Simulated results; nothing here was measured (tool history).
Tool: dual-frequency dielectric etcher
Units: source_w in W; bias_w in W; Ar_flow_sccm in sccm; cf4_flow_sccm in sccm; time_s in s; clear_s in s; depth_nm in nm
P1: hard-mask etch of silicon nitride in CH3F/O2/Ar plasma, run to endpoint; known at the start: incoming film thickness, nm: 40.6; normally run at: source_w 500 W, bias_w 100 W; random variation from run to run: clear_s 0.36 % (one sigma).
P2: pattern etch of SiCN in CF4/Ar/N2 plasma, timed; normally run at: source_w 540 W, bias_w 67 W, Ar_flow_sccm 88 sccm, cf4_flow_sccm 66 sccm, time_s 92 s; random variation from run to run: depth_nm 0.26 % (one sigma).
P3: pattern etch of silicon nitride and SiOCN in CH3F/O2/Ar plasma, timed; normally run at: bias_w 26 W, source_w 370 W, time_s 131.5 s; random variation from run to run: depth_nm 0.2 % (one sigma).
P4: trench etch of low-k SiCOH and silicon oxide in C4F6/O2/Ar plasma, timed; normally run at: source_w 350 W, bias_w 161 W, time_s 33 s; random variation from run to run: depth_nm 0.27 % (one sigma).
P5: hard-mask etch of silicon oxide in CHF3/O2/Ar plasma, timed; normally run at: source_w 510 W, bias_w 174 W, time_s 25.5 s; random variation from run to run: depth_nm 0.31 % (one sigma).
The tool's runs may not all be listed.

{"run": 1, "hour": 10.7, "process": "P1", "source_w": 500, "bias_w": 100, "clear_s": 47.75}
{"run": 2, "hour": 24.1, "process": "P1", "source_w": 500, "bias_w": 78, "clear_s": 52.574}
{"run": 3, "hour": 31.9, "process": "P2", "source_w": 700, "bias_w": 67, "Ar_flow_sccm": 88, "cf4_flow_sccm": 66, "time_s": 92, "depth_nm": 116.59}
{"run": 4, "hour": 42.5, "process": "P4", "source_w": 350, "bias_w": 161, "time_s": 43.5, "depth_nm": 130.9}
{"run": 5, "hour": 50.4, "process": "P2", "source_w": 540, "bias_w": 67, "Ar_flow_sccm": 88, "cf4_flow_sccm": 66, "time_s": 92, "depth_nm": 93.464}
{"run": 6, "hour": 56.5, "process": "P3", "source_w": 440, "bias_w": 26, "time_s": 131.5, "depth_nm": 19.644}
{"run": 7, "hour": 63.6, "process": "P2", "source_w": 540, "bias_w": 67, "Ar_flow_sccm": 88, "cf4_flow_sccm": 66, "time_s": 50.5, "depth_nm": 51.013}
{"run": 8, "hour": 74.4, "process": "P3", "source_w": 370, "bias_w": 26, "time_s": 73, "depth_nm": 10.247}
{"run": 9, "hour": 86.3, "process": "P4", "source_w": 350, "bias_w": 108, "time_s": 33, "depth_nm": 88.267}
{"hour": 91.0, "done": "bias power generator calibrated"}
{"run": 10, "hour": 96.6, "process": "P1", "source_w": 360, "bias_w": 119, "clear_s": 50.717}
{"run": 11, "hour": 109.5, "process": "P3", "source_w": 370, "bias_w": 26, "time_s": 131.5, "depth_nm": 18.511}
{"run": 12, "hour": 118.0, "process": "P4", "source_w": 490, "bias_w": 161, "time_s": 33, "depth_nm": 113.44}
{"run": 13, "hour": 126.8, "process": "P1", "source_w": 630, "bias_w": 100, "clear_s": 44.255}
{"run": 14, "hour": 137.0, "process": "P3", "source_w": 370, "bias_w": 16, "time_s": 131.5, "depth_nm": 14.969}
{"run": 15, "hour": 148.9, "process": "P1", "source_w": 500, "bias_w": 100, "clear_s": 48.068}
{"run": 16, "hour": 159.5, "process": "P5", "source_w": 510, "bias_w": 174, "time_s": 38, "depth_nm": 70.604}
{"run": 17, "hour": 167.1, "process": "P2", "source_w": 540, "bias_w": 67, "Ar_flow_sccm": 88, "cf4_flow_sccm": 45, "time_s": 92, "depth_nm": 87.659}
{"run": 18, "hour": 180.7, "process": "P5", "source_w": 710, "bias_w": 174, "time_s": 25.5, "depth_nm": 54.068}
{"run": 19, "hour": 193.3, "process": "P5", "source_w": 510, "bias_w": 105, "time_s": 25.5, "depth_nm": 40.472}
{"run": 20, "hour": 203.9, "process": "P2", "source_w": 540, "bias_w": 67, "Ar_flow_sccm": 88, "cf4_flow_sccm": 66, "time_s": 92, "depth_nm": 93.154}
{"run": 21, "hour": 217.6, "process": "P4", "source_w": 350, "bias_w": 161, "time_s": 33, "depth_nm": 99.434}
{"run": 22, "hour": 226.2, "process": "P2", "source_w": 540, "bias_w": 67, "Ar_flow_sccm": 61, "cf4_flow_sccm": 66, "time_s": 92, "depth_nm": 98.235}
{"run": 23, "hour": 232.8, "process": "P5", "source_w": 510, "bias_w": 174, "time_s": 25.5, "depth_nm": 47.639}
{"run": 24, "hour": 244.1, "process": "P1", "source_w": 500, "bias_w": 100, "clear_s": 47.805}
{"run": 25, "hour": 254.3, "process": "P2", "source_w": 540, "bias_w": 85, "Ar_flow_sccm": 88, "cf4_flow_sccm": 66, "time_s": 92, "depth_nm": 100.73}
{"run": 26, "hour": 261.3, "process": "P1", "source_w": 310, "bias_w": 100, "clear_s": 57.737}
{"run": 27, "hour": 273.2, "process": "P1", "source_w": 500, "bias_w": 139, "clear_s": 42.408}
{"run": 28, "hour": 282.3, "process": "P1", "source_w": 500, "bias_w": 100, "clear_s": 48.141}
{"run": 29, "hour": 295.7, "process": "P1", "source_w": 500, "bias_w": 100, "clear_s": 48.247}
{"run": 30, "hour": 303.5, "process": "P1", "source_w": 500, "bias_w": 100, "clear_s": 48.487}
{"run": 31, "hour": 312.5, "process": "P1", "source_w": 500, "bias_w": 100, "clear_s": 48.715}
{"run": 32, "hour": 318.6, "process": "P1", "source_w": 500, "bias_w": 100, "clear_s": 48.747}
{"hour": 328.3, "done": "wet clean of the chamber"}
{"run": 33, "hour": 328.6, "process": "P1", "source_w": 500, "bias_w": 100, "clear_s": 48.77}
{"run": 34, "hour": 341.0, "process": "P1", "source_w": 500, "bias_w": 100, "clear_s": 48.825}
{"run": 35, "hour": 351.1, "process": "P1", "source_w": 500, "bias_w": 100, "clear_s": 48.635}

What P1 gives has crept away from where it was. These 2 causes fit the log equally well, each at the size given:
A: bias power that arrives under what is set, % = 4.83
B: source power that arrives under what is set, % = 4.65
The creep began at about hour 295.7.
Why every other cause is out:
chamber walls in a state that lowers the etch rate, %: serviced at hour 328.3, which brought nothing back

4 check runs are offered, one wafer each, their results left as question marks. Which one tells the causes apart?
{"run": "check 1", "hour": 361.2, "process": "P2", "source_w": 540, "bias_w": 84, "Ar_flow_sccm": 88, "cf4_flow_sccm": 47, "time_s": 92, "depth_nm": "?"}
{"run": "check 2", "hour": 361.2, "process": "P4", "source_w": 450, "bias_w": 161, "time_s": 33, "depth_nm": "?"}
{"run": "check 3", "hour": 361.2, "process": "P3", "source_w": 370, "bias_w": 17, "time_s": 86, "depth_nm": "?"}
{"run": "check 4", "hour": 361.2, "process": "P5", "source_w": 510, "bias_w": 127, "time_s": 25.5, "depth_nm": "?"}

What each check would give under each cause:
check=check_1 result=depth_nm if_A=93.921 if_B=91.754
check=check_2 result=depth_nm if_A=108.07 if_B=107.67
check=check_3 result=depth_nm if_A=9.8471 if_B=9.8857
check=check_4 result=depth_nm if_A=42.221 if_B=42.095
How far apart the two closest causes lie, in the result that separates them most: check 1 2.33 %; check 2 0.37 %; check 3 0.39 %; check 4 0.3 %
Check 1 tells the causes apart: in the others they would give nearly the same result.

Check 1 was then run and gave: depth_nm 93.784 nm. Which cause is it?

It is A: bias power that arrives under what is set, %.

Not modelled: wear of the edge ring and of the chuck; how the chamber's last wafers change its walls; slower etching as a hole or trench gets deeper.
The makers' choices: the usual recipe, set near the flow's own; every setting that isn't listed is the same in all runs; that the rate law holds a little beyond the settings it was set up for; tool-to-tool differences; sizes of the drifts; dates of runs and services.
